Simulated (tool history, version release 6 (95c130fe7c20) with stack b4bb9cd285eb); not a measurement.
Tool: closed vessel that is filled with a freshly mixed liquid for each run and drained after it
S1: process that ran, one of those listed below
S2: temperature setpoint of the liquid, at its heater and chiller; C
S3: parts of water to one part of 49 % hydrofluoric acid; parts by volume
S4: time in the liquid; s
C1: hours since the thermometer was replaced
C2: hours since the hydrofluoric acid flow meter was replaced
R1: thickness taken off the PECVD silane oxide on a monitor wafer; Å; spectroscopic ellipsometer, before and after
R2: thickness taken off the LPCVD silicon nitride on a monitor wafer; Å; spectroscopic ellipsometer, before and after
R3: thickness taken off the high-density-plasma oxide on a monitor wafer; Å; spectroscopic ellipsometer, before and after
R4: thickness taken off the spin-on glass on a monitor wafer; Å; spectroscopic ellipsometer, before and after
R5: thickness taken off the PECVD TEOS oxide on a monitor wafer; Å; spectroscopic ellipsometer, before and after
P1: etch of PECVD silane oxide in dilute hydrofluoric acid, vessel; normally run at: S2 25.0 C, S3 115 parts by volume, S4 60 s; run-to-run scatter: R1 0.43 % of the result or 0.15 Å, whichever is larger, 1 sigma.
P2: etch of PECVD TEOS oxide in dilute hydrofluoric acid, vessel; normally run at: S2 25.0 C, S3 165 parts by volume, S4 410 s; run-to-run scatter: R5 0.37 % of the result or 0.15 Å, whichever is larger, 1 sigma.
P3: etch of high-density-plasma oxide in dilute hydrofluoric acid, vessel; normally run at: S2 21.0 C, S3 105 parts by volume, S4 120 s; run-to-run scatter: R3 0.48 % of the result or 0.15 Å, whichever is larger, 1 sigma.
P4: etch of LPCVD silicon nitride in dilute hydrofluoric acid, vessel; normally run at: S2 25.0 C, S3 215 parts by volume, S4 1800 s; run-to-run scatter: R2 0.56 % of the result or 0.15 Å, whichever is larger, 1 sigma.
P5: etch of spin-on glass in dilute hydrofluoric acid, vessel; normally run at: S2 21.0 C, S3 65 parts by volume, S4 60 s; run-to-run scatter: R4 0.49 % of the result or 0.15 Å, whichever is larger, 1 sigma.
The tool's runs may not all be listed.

| run | hour | S1 | S2 | S3 | S4 | C1 | C2 | R1 | R2 | R3 | R4 | R5 |
|---|---|---|---|---|---|---|---|---|---|---|---|---|
| 1 | 8.0 | P1 | 25.0 | 115 | 60 | 1538.1 | 209.9 | 81.552 |  |  |  |  |
| 2 | 12.3 | P4 | 25.0 | 215 | 3275 | 1542.4 | 214.2 |  | 84.090 |  |  |  |
| 3 | 20.1 | P3 | 21.0 | 105 | 30 | 1550.2 | 222.0 |  |  | 13.088 |  |  |
| 4 | 28.1 | P1 | 28.5 | 115 | 60 | 1558.2 | 230.0 | 92.593 |  |  |  |  |
| 5 | 36.0 | P5 | 21.0 | 65 | 60 | 1566.1 | 237.9 |  |  |  | 365.21 |  |
| 6 | 40.7 | P1 | 25.0 | 200 | 60 | 1570.8 | 242.6 | 42.379 |  |  |  |  |
| 7 | 47.6 | P4 | 31.0 | 215 | 1800 | 1577.7 | 249.5 |  | 67.114 |  |  |  |
| 8 | 56.1 | P5 | 21.0 | 65 | 60 | 1586.2 | 258.0 |  |  |  | 363.18 |  |
| 9 | 63.3 | P3 | 21.0 | 60 | 120 | 1593.4 | 265.2 |  |  | 96.380 |  |  |
| 10 | 69.6 | P1 | 31.5 | 115 | 30 | 1599.7 | 271.5 | 51.929 |  |  |  |  |
| 11 | 78.7 | P4 | 25.0 | 315 | 1800 | 1608.8 | 280.6 |  | 31.745 |  |  |  |
| 12 | 83.4 | P3 | 21.0 | 105 | 120 | 1613.5 | 285.3 |  |  | 52.002 |  |  |
| 13 | 90.0 | P2 | 25.0 | 165 | 410 | 1620.1 | 291.9 |  |  |  |  | 368.11 |
| 14 | 96.9 | P1 | 25.0 | 115 | 30 | 1627.0 | 298.8 | 40.677 |  |  |  |  |
| 15 | 103.1 | P4 | 25.0 | 215 | 1800 | 1633.2 | 305.0 |  | 46.775 |  |  |  |
| 16 | 111.0 | P1 | 25.0 | 115 | 95 | 1641.1 | 312.9 | 128.470 |  |  |  |  |
| 17 | 119.6 | P3 | 21.0 | 105 | 120 | 1649.7 | 321.5 |  |  | 51.355 |  |  |
| 18 | 126.8 | P5 | 21.0 | 65 | 120 | 1656.9 | 328.7 |  |  |  | 726.98 |  |
| 19 | 134.7 | P1 | 25.0 | 30 | 60 | 1664.8 | 336.6 | 351.350 |  |  |  |  |
| 20 | 140.9 | P2 | 25.0 | 255 | 410 | 1671.0 | 342.8 |  |  |  |  | 213.89 |
| 21 | 148.5 | P5 | 21.0 | 105 | 60 | 1678.6 | 350.4 |  |  |  | 215.93 |  |
|  | 156.6 | thermometer replaced |
| 22 | 157.9 | P1 | 25.0 | 115 | 60 | 1.4 | 359.8 | 81.305 |  |  |  |  |
| 23 | 166.9 | P1 | 25.0 | 115 | 60 | 10.4 | 368.8 | 80.732 |  |  |  |  |
| 24 | 175.2 | P2 | 25.0 | 165 | 190 | 18.7 | 377.1 |  |  |  |  | 168.95 |
| 25 | 182.0 | P2 | 32.5 | 165 | 410 | 25.5 | 383.9 |  |  |  |  | 477.71 |
| 26 | 191.0 | P3 | 27.0 | 105 | 120 | 34.5 | 392.9 |  |  | 65.401 |  |  |
| 27 | 199.3 | P5 | 29.5 | 65 | 60 | 42.8 | 401.2 |  |  |  | 510.90 |  |
| 28 | 207.9 | P1 | 20.5 | 115 | 60 | 51.4 | 409.8 | 68.150 |  |  |  |  |
| 29 | 212.5 | P2 | 25.0 | 165 | 410 | 56.0 | 414.4 |  |  |  |  | 364.96 |
| 30 | 218.0 | P1 | 25.0 | 115 | 60 | 61.5 | 419.9 | 81.225 |  |  |  |  |
| 31 | 223.9 | P1 | 25.0 | 115 | 60 | 67.4 | 425.8 | 81.406 |  |  |  |  |
| 32 | 229.9 | P1 | 25.0 | 115 | 60 | 73.4 | 431.8 | 83.030 |  |  |  |  |
| 33 | 237.0 | P1 | 25.0 | 115 | 60 | 80.5 | 438.9 | 85.782 |  |  |  |  |
| 34 | 245.5 | P1 | 25.0 | 115 | 60 | 89.0 | 447.4 | 86.725 |  |  |  |  |
| 35 | 254.8 | P1 | 25.0 | 115 | 60 | 98.3 | 456.7 | 87.449 |  |  |  |  |
| 36 | 264.6 | P1 | 25.0 | 115 | 60 | 108.1 | 466.5 | 87.383 |  |  |  |  |
| 37 | 273.3 | P1 | 25.0 | 115 | 60 | 116.8 | 475.2 | 88.038 |  |  |  |  |

What P1 gives has crept away from where it was. These 2 causes fit the log equally well, each at the size given:
A: liquid hotter than its thermometer reads (K) = 2.02
B: hydrofluoric acid flow above the setpoint (%) = 7.04
The creep began at about hour 223.9.

4 check runs are offered, one wafer each, their results left as question marks. Which one tells the causes apart?
| check 1 | 282.0 | P4 | 25.0 | 215 | 1800 |  |  |  | ? |  |  |  |
| check 2 | 282.0 | P5 | 21.0 | 65 | 60 |  |  |  |  |  | ? |  |
| check 3 | 282.0 | P3 | 21.0 | 105 | 120 |  |  |  |  | ? |  |  |
| check 4 | 282.0 | P2 | 25.0 | 165 | 410 |  |  |  |  |  |  | ? |

What each check would give under each cause:
| check | result | if A | if B |
|---|---|---|---|
| check 1 | R2 | 53.052 | 50.115 |
| check 2 | R4 | 394.44 | 390.42 |
| check 3 | R3 | 56.040 | 55.747 |
| check 4 | R5 | 392.98 | 395.23 |
How far apart the two closest causes lie, in the result that separates them most: check 1 5.7 %; check 2 1.02 %; check 3 0.52 %; check 4 0.57 %
Only check 1 tells the causes apart: in the others they would give nearly the same result.

Then check 1 was run and gave: R2 53.054 Å. Which cause is it?

It is A: liquid hotter than its thermometer reads (K).
